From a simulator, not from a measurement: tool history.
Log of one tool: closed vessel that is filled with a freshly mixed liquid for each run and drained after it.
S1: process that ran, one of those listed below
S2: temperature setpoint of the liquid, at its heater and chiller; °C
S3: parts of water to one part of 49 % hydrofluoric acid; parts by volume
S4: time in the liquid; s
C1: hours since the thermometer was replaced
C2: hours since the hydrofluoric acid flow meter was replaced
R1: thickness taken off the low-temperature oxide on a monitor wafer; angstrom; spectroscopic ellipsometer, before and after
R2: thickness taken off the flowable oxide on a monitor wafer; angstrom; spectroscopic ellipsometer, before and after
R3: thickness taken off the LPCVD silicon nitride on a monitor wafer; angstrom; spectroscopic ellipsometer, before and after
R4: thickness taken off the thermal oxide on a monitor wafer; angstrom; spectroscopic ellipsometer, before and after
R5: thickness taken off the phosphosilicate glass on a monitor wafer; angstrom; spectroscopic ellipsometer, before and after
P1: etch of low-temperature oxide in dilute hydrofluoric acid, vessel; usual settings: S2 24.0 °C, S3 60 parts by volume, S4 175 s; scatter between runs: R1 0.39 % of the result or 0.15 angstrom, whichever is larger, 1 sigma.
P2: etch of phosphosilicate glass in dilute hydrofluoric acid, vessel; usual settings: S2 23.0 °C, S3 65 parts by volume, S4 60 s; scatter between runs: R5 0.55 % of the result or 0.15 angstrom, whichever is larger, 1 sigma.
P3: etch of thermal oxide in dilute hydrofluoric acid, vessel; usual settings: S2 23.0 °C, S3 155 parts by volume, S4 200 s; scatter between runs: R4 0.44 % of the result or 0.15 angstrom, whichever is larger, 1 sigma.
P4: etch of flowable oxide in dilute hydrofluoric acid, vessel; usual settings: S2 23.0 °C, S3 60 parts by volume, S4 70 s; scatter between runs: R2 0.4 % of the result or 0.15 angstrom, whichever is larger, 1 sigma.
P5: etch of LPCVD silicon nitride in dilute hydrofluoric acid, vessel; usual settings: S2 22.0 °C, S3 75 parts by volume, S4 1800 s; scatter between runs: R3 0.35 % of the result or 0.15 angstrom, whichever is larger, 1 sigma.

Run 1, hour 7.1: S1 P1, S2 24.0 °C, S3 60 parts by volume, S4 175 s; C1 542.5; C2 996.5. Result: R1 605.19 angstrom.
Run 2, hour 18.6: S1 P1, S2 24.0 °C, S3 60 parts by volume, S4 175 s; C1 554.0; C2 1008.0. Result: R1 601.65 angstrom.
Run 3, hour 24.5: S1 P4, S2 23.0 °C, S3 60 parts by volume, S4 70 s; C1 559.9; C2 1013.9. Result: R2 578.60 angstrom.
Run 4, hour 33.9: S1 P5, S2 22.0 °C, S3 75 parts by volume, S4 30 s; C1 569.3; C2 1023.3. Result: R3 1.5864 angstrom.
Run 5, hour 43.2: S1 P4, S2 29.0 °C, S3 60 parts by volume, S4 70 s; C1 578.6; C2 1032.6. Result: R2 736.11 angstrom.
Run 6, hour 54.4: S1 P1, S2 24.0 °C, S3 60 parts by volume, S4 175 s; C1 589.8; C2 1043.8. Result: R1 606.88 angstrom.
Run 7, hour 64.5: S1 P1, S2 29.5 °C, S3 60 parts by volume, S4 75 s; C1 599.9; C2 1053.9. Result: R1 323.69 angstrom.
Run 8, hour 70.9: S1 P4, S2 23.0 °C, S3 60 parts by volume, S4 120 s; C1 606.3; C2 1060.3. Result: R2 988.35 angstrom.
Run 9, hour 78.6: S1 P4, S2 23.0 °C, S3 25 parts by volume, S4 70 s; C1 614.0; C2 1068.0. Result: R2 1455.40 angstrom.
Run 10, hour 85.6: S1 P3, S2 23.0 °C, S3 155 parts by volume, S4 365 s; C1 621.0; C2 1075.0. Result: R4 99.868 angstrom.
Run 11, hour 93.9: S1 P1, S2 24.0 °C, S3 60 parts by volume, S4 175 s; C1 629.3; C2 1083.3. Result: R1 604.44 angstrom.
Run 12, hour 102.8: S1 P3, S2 30.0 °C, S3 155 parts by volume, S4 200 s; C1 638.2; C2 1092.2. Result: R4 70.488 angstrom.
Run 13, hour 109.3: S1 P1, S2 24.0 °C, S3 95 parts by volume, S4 175 s; C1 644.7; C2 1098.7. Result: R1 363.48 angstrom.
Run 14, hour 120.1: S1 P2, S2 23.0 °C, S3 65 parts by volume, S4 60 s; C1 655.5; C2 1109.5. Result: R5 1256.20 angstrom.
Run 15, hour 127.7: S1 P1, S2 29.0 °C, S3 60 parts by volume, S4 175 s; C1 663.1; C2 1117.1. Result: R1 737.13 angstrom.
Run 16, hour 136.1: S1 P1, S2 24.0 °C, S3 60 parts by volume, S4 175 s; C1 671.5; C2 1125.5. Result: R1 606.08 angstrom.
Run 17, hour 144.7: S1 P1, S2 24.0 °C, S3 60 parts by volume, S4 310 s; C1 680.1; C2 1134.1. Result: R1 1072.30 angstrom.
Run 18, hour 151.1: S1 P2, S2 23.0 °C, S3 65 parts by volume, S4 30 s; C1 686.5; C2 1140.5. Result: R5 625.06 angstrom.
Run 19, hour 158.7: S1 P3, S2 23.0 °C, S3 275 parts by volume, S4 200 s; C1 694.1; C2 1148.1. Result: R4 27.226 angstrom.
Run 20, hour 166.6: S1 P5, S2 22.0 °C, S3 115 parts by volume, S4 1800 s; C1 702.0; C2 1156.0. Result: R3 65.0830 angstrom.
Run 21, hour 176.8: S1 P2, S2 23.0 °C, S3 100 parts by volume, S4 60 s; C1 712.2; C2 1166.2. Result: R5 787.80 angstrom.
Run 22, hour 183.2: S1 P3, S2 23.0 °C, S3 155 parts by volume, S4 200 s; C1 718.6; C2 1172.6. Result: R4 54.081 angstrom.
Run 23, hour 191.0: S1 P1, S2 24.0 °C, S3 20 parts by volume, S4 175 s; C1 726.4; C2 1180.4. Result: R1 1903.40 angstrom.
Run 24, hour 201.0: S1 P5, S2 22.0 °C, S3 75 parts by volume, S4 1800 s; C1 736.4; C2 1190.4. Result: R3 98.3870 angstrom.
At hour 207.6: thermometer replaced.
Run 25, hour 209.7: S1 P1, S2 20.5 °C, S3 60 parts by volume, S4 175 s; C1 2.2; C2 1199.1. Result: R1 524.62 angstrom.
Run 26, hour 218.7: S1 P1, S2 24.0 °C, S3 60 parts by volume, S4 75 s; C1 11.2; C2 1208.1. Result: R1 259.25 angstrom.
Run 27, hour 226.3: S1 P2, S2 19.0 °C, S3 65 parts by volume, S4 60 s; C1 18.8; C2 1215.7. Result: R5 1065.50 angstrom.
Run 28, hour 233.2: S1 P5, S2 17.0 °C, S3 75 parts by volume, S4 1800 s; C1 25.7; C2 1222.6. Result: R3 70.1360 angstrom.
Run 29, hour 239.0: S1 P1, S2 24.0 °C, S3 60 parts by volume, S4 175 s; C1 31.5; C2 1228.4. Result: R1 606.18 angstrom.
Run 30, hour 245.2: S1 P1, S2 24.0 °C, S3 60 parts by volume, S4 175 s; C1 37.7; C2 1234.6. Result: R1 595.34 angstrom.
Run 31, hour 253.3: S1 P1, S2 24.0 °C, S3 60 parts by volume, S4 175 s; C1 45.8; C2 1242.7. Result: R1 583.27 angstrom.
Run 32, hour 261.8: S1 P1, S2 24.0 °C, S3 60 parts by volume, S4 175 s; C1 54.3; C2 1251.2. Result: R1 578.72 angstrom.
Run 33, hour 273.1: S1 P1, S2 24.0 °C, S3 60 parts by volume, S4 175 s; C1 65.6; C2 1262.5. Result: R1 570.24 angstrom.
Run 34, hour 281.0: S1 P1, S2 24.0 °C, S3 60 parts by volume, S4 175 s; C1 73.5; C2 1270.4. Result: R1 567.74 angstrom.
Run 35, hour 288.1: S1 P1, S2 24.0 °C, S3 60 parts by volume, S4 175 s; C1 80.6; C2 1277.5. Result: R1 565.06 angstrom.
Run 36, hour 296.4: S1 P1, S2 24.0 °C, S3 60 parts by volume, S4 175 s; C1 88.9; C2 1285.8. Result: R1 568.57 angstrom.
Run 37, hour 307.7: S1 P1, S2 24.0 °C, S3 60 parts by volume, S4 175 s; C1 100.2; C2 1297.1. Result: R1 563.08 angstrom.
Run 38, hour 314.8: S1 P1, S2 24.0 °C, S3 60 parts by volume, S4 175 s; C1 107.3; C2 1304.2. Result: R1 558.28 angstrom.
Run 39, hour 321.5: S1 P1, S2 24.0 °C, S3 60 parts by volume, S4 175 s; C1 114.0; C2 1310.9. Result: R1 560.04 angstrom.
Run 40, hour 329.5: S1 P1, S2 24.0 °C, S3 60 parts by volume, S4 175 s; C1 122.0; C2 1318.9. Result: R1 560.51 angstrom.

The output of P1 has drifted from where it used to be. Each of the 2 causes below, taken at the size shown beside it, accounts for the log equally well:
A: hydrofluoric acid flow below the setpoint (%) = 6.62
B: liquid colder than its thermometer reads (K) = 1.81
Creep in the process output first set in at about hour 239.0.

Consider the 4 single-wafer check runs listed below, results given as question marks: which one distinguishes between the causes by giving clearly different results for each?
Run check 1, hour 337.5: S1 P3, S2 23.0 °C, S3 155 parts by volume, S4 200 s. Result: R4 ?.
Run check 2, hour 337.5: S1 P5, S2 22.0 °C, S3 75 parts by volume, S4 1800 s. Result: R3 ?.
Run check 3, hour 337.5: S1 P4, S2 23.0 °C, S3 60 parts by volume, S4 70 s. Result: R2 ?.
Run check 4, hour 337.5: S1 P2, S2 23.0 °C, S3 65 parts by volume, S4 60 s. Result: R5 ?.

Expected result of each check under each candidate cause:
  check  result     if A     if B
check 1      R4   50.317   50.839
check 2      R3  92.4390  87.3860
check 3      R2   536.34   535.69
check 4      R5  1166.40  1165.90
Smallest distance between any two causes, each pair judged by its most separating result, in per cent: check 1 1.03 %; check 2 5.62 %; check 3 0.12 %; check 4 0.04 %
Of the check runs offered, only check 2 discriminates between the causes; the rest would read about the same regardless of which cause applies.

The results of check 2 are: R3 87.2220 angstrom. Based on these, which of the listed causes is it?

The cause is B: liquid colder than its thermometer reads (K).
